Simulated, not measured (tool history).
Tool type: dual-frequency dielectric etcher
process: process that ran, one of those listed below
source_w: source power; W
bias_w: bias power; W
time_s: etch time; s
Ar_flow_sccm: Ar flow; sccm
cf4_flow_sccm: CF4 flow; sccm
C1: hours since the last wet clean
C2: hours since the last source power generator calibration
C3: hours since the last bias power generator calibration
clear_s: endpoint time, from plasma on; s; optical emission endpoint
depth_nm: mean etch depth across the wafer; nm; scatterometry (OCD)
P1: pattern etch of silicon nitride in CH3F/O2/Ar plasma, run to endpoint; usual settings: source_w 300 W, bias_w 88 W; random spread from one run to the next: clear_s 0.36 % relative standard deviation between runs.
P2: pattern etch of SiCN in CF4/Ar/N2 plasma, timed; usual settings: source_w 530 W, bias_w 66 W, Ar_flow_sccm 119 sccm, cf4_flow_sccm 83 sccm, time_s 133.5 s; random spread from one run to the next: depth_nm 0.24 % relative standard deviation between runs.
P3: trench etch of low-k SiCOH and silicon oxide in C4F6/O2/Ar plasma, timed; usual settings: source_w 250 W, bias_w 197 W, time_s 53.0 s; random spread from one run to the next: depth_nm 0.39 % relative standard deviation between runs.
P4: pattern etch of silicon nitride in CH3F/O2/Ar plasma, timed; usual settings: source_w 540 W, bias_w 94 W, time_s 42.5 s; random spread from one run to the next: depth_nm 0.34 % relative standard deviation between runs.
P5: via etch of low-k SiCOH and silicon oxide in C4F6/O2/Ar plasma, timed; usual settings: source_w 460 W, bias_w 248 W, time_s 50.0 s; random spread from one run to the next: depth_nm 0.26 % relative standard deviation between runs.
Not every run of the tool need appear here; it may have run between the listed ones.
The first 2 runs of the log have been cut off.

Run 3, hour 33.7: process P1, source_w 400 W, bias_w 88 W; C1 259.9; C2 1818.5; C3 2135.4. Result: clear_s 32.306 s.
Run 4, hour 45.7: process P1, source_w 300 W, bias_w 88 W; C1 271.9; C2 1830.5; C3 2147.4. Result: clear_s 36.017 s.
Run 5, hour 53.7: process P5, source_w 370 W, bias_w 248 W, time_s 50.0 s; C1 279.9; C2 1838.5; C3 2155.4. Result: depth_nm 134.710 nm.
Run 6, hour 62.9: process P1, source_w 300 W, bias_w 88 W; C1 289.1; C2 1847.7; C3 2164.6. Result: clear_s 35.785 s.
Run 7, hour 77.4: process P2, source_w 530 W, bias_w 66 W, time_s 133.5 s, Ar_flow_sccm 119 sccm, cf4_flow_sccm 113 sccm; C1 303.6; C2 1862.2; C3 2179.1. Result: depth_nm 136.620 nm.
Run 8, hour 85.2: process P4, source_w 540 W, bias_w 72 W, time_s 42.5 s; C1 311.4; C2 1870.0; C3 2186.9. Result: depth_nm 33.737 nm.
Run 9, hour 94.1: process P1, source_w 300 W, bias_w 88 W; C1 320.3; C2 1878.9; C3 2195.8. Result: clear_s 35.959 s.
Run 10, hour 108.4: process P2, source_w 530 W, bias_w 66 W, time_s 133.5 s, Ar_flow_sccm 119 sccm, cf4_flow_sccm 83 sccm; C1 334.6; C2 1893.2; C3 2210.1. Result: depth_nm 130.230 nm.
Run 11, hour 121.1: process P2, source_w 440 W, bias_w 66 W, time_s 133.5 s, Ar_flow_sccm 119 sccm, cf4_flow_sccm 83 sccm; C1 347.3; C2 1905.9; C3 2222.8. Result: depth_nm 110.310 nm.
Run 12, hour 129.5: process P5, source_w 460 W, bias_w 314 W, time_s 50.0 s; C1 355.7; C2 1914.3; C3 2231.2. Result: depth_nm 158.430 nm.
Run 13, hour 144.4: process P1, source_w 240 W, bias_w 88 W; C1 370.6; C2 1929.2; C3 2246.1. Result: clear_s 38.812 s.
Run 14, hour 152.9: process P2, source_w 530 W, bias_w 49 W, time_s 133.5 s, Ar_flow_sccm 119 sccm, cf4_flow_sccm 83 sccm; C1 379.1; C2 1937.7; C3 2254.6. Result: depth_nm 118.350 nm.
Run 15, hour 167.2: process P3, source_w 250 W, bias_w 154 W, time_s 53.0 s; C1 393.4; C2 1952.0; C3 2268.9. Result: depth_nm 140.290 nm.
Run 16, hour 179.8: process P3, source_w 250 W, bias_w 197 W, time_s 53.0 s; C1 406.0; C2 1964.6; C3 2281.5. Result: depth_nm 152.630 nm.
Run 17, hour 188.5: process P5, source_w 460 W, bias_w 248 W, time_s 50.0 s; C1 414.7; C2 1973.3; C3 2290.2. Result: depth_nm 147.390 nm.
Run 18, hour 204.2: process P4, source_w 540 W, bias_w 94 W, time_s 56.0 s; C1 430.4; C2 1989.0; C3 2305.9. Result: depth_nm 48.283 nm.
Run 19, hour 212.5: process P4, source_w 540 W, bias_w 94 W, time_s 42.5 s; C1 438.7; C2 1997.3; C3 2314.2. Result: depth_nm 36.808 nm.
Run 20, hour 228.0: process P4, source_w 390 W, bias_w 94 W, time_s 42.5 s; C1 454.2; C2 2012.8; C3 2329.7. Result: depth_nm 32.606 nm.
Run 21, hour 243.6: process P2, source_w 530 W, bias_w 66 W, time_s 180.5 s, Ar_flow_sccm 119 sccm, cf4_flow_sccm 83 sccm; C1 469.8; C2 2028.4; C3 2345.3. Result: depth_nm 176.400 nm.
Run 22, hour 258.7: process P5, source_w 460 W, bias_w 248 W, time_s 50.0 s; C1 484.9; C2 2043.5; C3 2360.4. Result: depth_nm 146.510 nm.
Run 23, hour 268.9: process P1, source_w 300 W, bias_w 117 W; C1 495.1; C2 2053.7; C3 2370.6. Result: clear_s 32.452 s.
Run 24, hour 282.8: process P3, source_w 310 W, bias_w 197 W, time_s 53.0 s; C1 509.0; C2 2067.6; C3 2384.5. Result: depth_nm 165.440 nm.

The next listed run, before its measurement:
Run 25, hour 298.2: process P1, source_w 300 W, bias_w 88 W; C1 524.4; C2 2083.0; C3 2399.9. Result: clear_s ?.

Run 25 came out at clear_s 36.045 s.
